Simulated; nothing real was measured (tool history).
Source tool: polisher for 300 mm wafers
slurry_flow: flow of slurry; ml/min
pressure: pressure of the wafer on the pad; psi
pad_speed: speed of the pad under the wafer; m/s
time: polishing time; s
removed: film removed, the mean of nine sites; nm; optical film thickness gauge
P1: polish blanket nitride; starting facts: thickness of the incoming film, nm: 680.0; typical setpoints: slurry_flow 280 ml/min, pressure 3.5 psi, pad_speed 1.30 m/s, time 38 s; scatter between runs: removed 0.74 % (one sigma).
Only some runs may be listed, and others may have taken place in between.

Run 1, hour 5.2: slurry_flow 280 ml/min, pressure 3.5 psi, pad_speed 1.30 m/s, time 38 s. Result: removed 76.369 nm.
Run 2, hour 9.1: slurry_flow 395 ml/min, pressure 3.5 psi, pad_speed 1.30 m/s, time 38 s. Result: removed 79.953 nm.
Run 3, hour 15.4: slurry_flow 280 ml/min, pressure 3.5 psi, pad_speed 1.74 m/s, time 38 s. Result: removed 98.326 nm.
Run 4, hour 20.6: slurry_flow 280 ml/min, pressure 3.5 psi, pad_speed 1.30 m/s, time 59 s. Result: removed 119.590 nm.
Run 5, hour 26.2: slurry_flow 280 ml/min, pressure 3.5 psi, pad_speed 1.30 m/s, time 38 s. Result: removed 78.152 nm.
Run 6, hour 31.4: slurry_flow 280 ml/min, pressure 3.5 psi, pad_speed 1.30 m/s, time 38 s. Result: removed 76.810 nm.
Run 7, hour 38.8: slurry_flow 280 ml/min, pressure 3.5 psi, pad_speed 1.30 m/s, time 38 s. Result: removed 77.596 nm.
Run 8, hour 44.7: slurry_flow 280 ml/min, pressure 3.5 psi, pad_speed 1.30 m/s, time 25 s. Result: removed 51.444 nm.
Run 9, hour 50.0: slurry_flow 280 ml/min, pressure 3.5 psi, pad_speed 1.64 m/s, time 48 s. Result: removed 118.660 nm.
Run 10, hour 56.0: slurry_flow 280 ml/min, pressure 3.5 psi, pad_speed 1.72 m/s, time 53 s. Result: removed 136.400 nm.
Run 11, hour 63.2: slurry_flow 280 ml/min, pressure 1.8 psi, pad_speed 1.30 m/s, time 38 s. Result: removed 39.257 nm.
Run 12, hour 67.8: slurry_flow 170 ml/min, pressure 3.5 psi, pad_speed 1.30 m/s, time 38 s. Result: removed 73.198 nm.
Run 13, hour 72.6: slurry_flow 280 ml/min, pressure 3.5 psi, pad_speed 1.30 m/s, time 38 s. Result: removed 77.773 nm.
Run 14, hour 76.2: slurry_flow 280 ml/min, pressure 5.2 psi, pad_speed 1.30 m/s, time 38 s. Result: removed 114.730 nm.
At hour 82.2: slurry nozzle cleaned.
Run 15, hour 83.0: slurry_flow 280 ml/min, pressure 3.5 psi, pad_speed 0.58 m/s, time 38 s. Result: removed 40.641 nm.
Run 16, hour 87.9: slurry_flow 280 ml/min, pressure 3.5 psi, pad_speed 1.30 m/s, time 38 s. Result: removed 77.011 nm.
Run 17, hour 94.2: slurry_flow 280 ml/min, pressure 3.5 psi, pad_speed 1.30 m/s, time 38 s. Result: removed 78.006 nm.
Run 18, hour 101.2: slurry_flow 280 ml/min, pressure 3.5 psi, pad_speed 1.30 m/s, time 38 s. Result: removed 76.121 nm.
Run 19, hour 106.8: slurry_flow 280 ml/min, pressure 3.5 psi, pad_speed 1.30 m/s, time 38 s. Result: removed 76.236 nm.
Run 20, hour 110.1: slurry_flow 280 ml/min, pressure 3.5 psi, pad_speed 1.30 m/s, time 38 s. Result: removed 75.462 nm.
Run 21, hour 116.7: slurry_flow 280 ml/min, pressure 3.5 psi, pad_speed 1.30 m/s, time 38 s. Result: removed 74.360 nm.

Run 22, settings as shown, results not yet in. Your forecast:
Run 22, hour 123.0: slurry_flow 280 ml/min, pressure 3.5 psi, pad_speed 1.30 m/s, time 38 s. Result: removed ?.

{"run 22": {"removed": 73.98}}
